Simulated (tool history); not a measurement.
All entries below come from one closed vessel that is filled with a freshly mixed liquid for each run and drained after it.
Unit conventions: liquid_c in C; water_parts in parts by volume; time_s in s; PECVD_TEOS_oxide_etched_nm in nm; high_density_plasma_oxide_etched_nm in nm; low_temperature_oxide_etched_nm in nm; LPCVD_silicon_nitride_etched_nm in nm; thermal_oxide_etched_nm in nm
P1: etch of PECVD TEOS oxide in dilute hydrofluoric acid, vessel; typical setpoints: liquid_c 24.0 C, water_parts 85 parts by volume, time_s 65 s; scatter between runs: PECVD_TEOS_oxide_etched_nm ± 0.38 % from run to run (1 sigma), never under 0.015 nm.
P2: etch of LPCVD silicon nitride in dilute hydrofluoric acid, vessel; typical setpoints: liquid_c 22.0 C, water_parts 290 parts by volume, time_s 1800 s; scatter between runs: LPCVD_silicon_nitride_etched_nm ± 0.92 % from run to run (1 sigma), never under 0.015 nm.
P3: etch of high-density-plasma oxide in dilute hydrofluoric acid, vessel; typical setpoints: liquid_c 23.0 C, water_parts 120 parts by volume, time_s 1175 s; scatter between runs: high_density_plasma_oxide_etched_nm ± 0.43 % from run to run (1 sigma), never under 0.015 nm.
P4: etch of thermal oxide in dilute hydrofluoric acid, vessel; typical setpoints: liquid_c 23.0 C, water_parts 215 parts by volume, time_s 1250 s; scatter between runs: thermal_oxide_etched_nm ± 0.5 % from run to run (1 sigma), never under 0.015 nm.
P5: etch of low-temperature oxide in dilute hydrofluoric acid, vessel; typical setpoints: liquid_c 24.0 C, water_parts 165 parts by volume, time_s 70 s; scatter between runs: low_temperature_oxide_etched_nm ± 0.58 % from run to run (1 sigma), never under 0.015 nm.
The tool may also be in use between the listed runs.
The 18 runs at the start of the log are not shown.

run	day	process	liquid_c	water_parts	time_s	hours since the thermometer was replaced	hours since the hydrofluoric acid flow meter was replaced	PECVD_TEOS_oxide_etched_nm	high_density_plasma_oxide_etched_nm	low_temperature_oxide_etched_nm	LPCVD_silicon_nitride_etched_nm	thermal_oxide_etched_nm
19	10.396	P1	24.0	85	125	1153.5	1892.2	33.4370				
20	10.721	P1	24.0	85	65	1161.3	1900.0	17.3690				
21	11.067	P3	30.0	120	1175	1169.6	1908.3		69.637			
22	11.475	P1	20.5	85	65	1179.4	1918.1	15.1540				
23	11.967	P1	24.0	85	65	1191.2	1929.9	17.4870				
24	12.558	P3	23.0	120	1175	1205.4	1944.1		53.383			
25	13.212	P4	17.0	215	1250	1221.1	1959.8					18.28100
26	13.567	P5	24.0	245	70	1229.6	1968.3			5.0014		
# day 13.767: hydrofluoric acid flow meter replaced
27	14.258	P1	24.0	85	65	1246.2	11.9	17.5190				
28	14.800	P5	24.0	165	125	1259.2	24.9			14.4740		
29	15.267	P2	22.0	70	1800	1270.4	36.1				11.3960	
30	15.746	P4	23.0	215	45	1281.9	47.6					0.82699
31	16.233	P4	23.0	215	1250	1293.6	59.3					23.09200

The next listed run, before its measurement:
32	16.917	P3	23.0	120	1175	1310.0	75.7		?			

Run 32 yielded high_density_plasma_oxide_etched_nm 53.219 nm.
